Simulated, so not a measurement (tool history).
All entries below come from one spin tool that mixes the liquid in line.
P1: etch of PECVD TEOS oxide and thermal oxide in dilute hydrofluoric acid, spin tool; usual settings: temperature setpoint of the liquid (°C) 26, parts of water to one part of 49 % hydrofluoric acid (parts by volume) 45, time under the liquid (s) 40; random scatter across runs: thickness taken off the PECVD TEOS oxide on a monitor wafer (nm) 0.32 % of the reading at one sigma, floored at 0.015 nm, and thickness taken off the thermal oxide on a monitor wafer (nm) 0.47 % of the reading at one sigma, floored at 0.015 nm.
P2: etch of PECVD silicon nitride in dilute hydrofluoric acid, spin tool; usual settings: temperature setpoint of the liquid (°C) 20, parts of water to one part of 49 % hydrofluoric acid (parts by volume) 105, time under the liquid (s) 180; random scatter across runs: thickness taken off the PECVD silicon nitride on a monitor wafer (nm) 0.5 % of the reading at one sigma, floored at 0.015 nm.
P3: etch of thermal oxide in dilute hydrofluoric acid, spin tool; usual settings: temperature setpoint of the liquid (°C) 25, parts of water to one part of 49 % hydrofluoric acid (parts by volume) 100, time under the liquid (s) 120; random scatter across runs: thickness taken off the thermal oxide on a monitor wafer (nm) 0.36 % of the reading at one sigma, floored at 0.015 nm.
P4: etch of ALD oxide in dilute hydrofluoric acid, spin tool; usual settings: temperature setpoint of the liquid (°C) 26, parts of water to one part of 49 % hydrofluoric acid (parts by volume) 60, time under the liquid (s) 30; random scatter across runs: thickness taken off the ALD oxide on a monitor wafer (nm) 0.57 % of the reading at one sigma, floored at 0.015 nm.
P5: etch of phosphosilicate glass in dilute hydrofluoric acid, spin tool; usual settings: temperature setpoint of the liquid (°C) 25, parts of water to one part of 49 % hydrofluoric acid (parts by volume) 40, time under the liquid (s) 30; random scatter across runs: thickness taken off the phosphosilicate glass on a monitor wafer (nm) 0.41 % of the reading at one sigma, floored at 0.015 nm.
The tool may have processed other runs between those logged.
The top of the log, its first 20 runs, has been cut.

run,day,process that ran,temperature setpoint of the liquid (°C),parts of water to one part of 49 % hydrofluoric acid (parts by volume),time under the liquid (s),thickness taken off the PECVD TEOS oxide on a monitor wafer (nm),thickness taken off the thermal oxide on a monitor wafer (nm),thickness taken off the ALD oxide on a monitor wafer (nm),thickness taken off the phosphosilicate glass on a monitor wafer (nm),thickness taken off the PECVD silicon nitride on a monitor wafer (nm)
21,5.838,P1,26,45,15,3.9534,1.7833,,,
22,6.021,P5,25,40,30,,,,56.763,
23,6.375,P2,20,105,180,,,,,5.0929
24,6.742,P5,25,40,55,,,,103.08,
25,7.104,P1,30,45,40,12.283,5.5769,,,
26,7.396,P4,26,60,30,,,9.1489,,
27,7.704,P3,25,100,225,,11.236,,,
28,8.008,P4,26,105,30,,,4.9189,,
29,8.358,P3,25,155,120,,3.6102,,,
30,8.65,P1,33,45,15,5.2083,2.3368,,,
31,8.838,P1,33.5,45,15,5.259,2.3532,,,
32,9.017,P2,17,105,180,,,,,4.0995

For run 33, what comes out?
33,9.221,P1,26,45,40,?,?,,,

Run 33 yielded thickness taken off the PECVD TEOS oxide on a monitor wafer (nm) 10.568, thickness taken off the thermal oxide on a monitor wafer (nm) 4.7475.
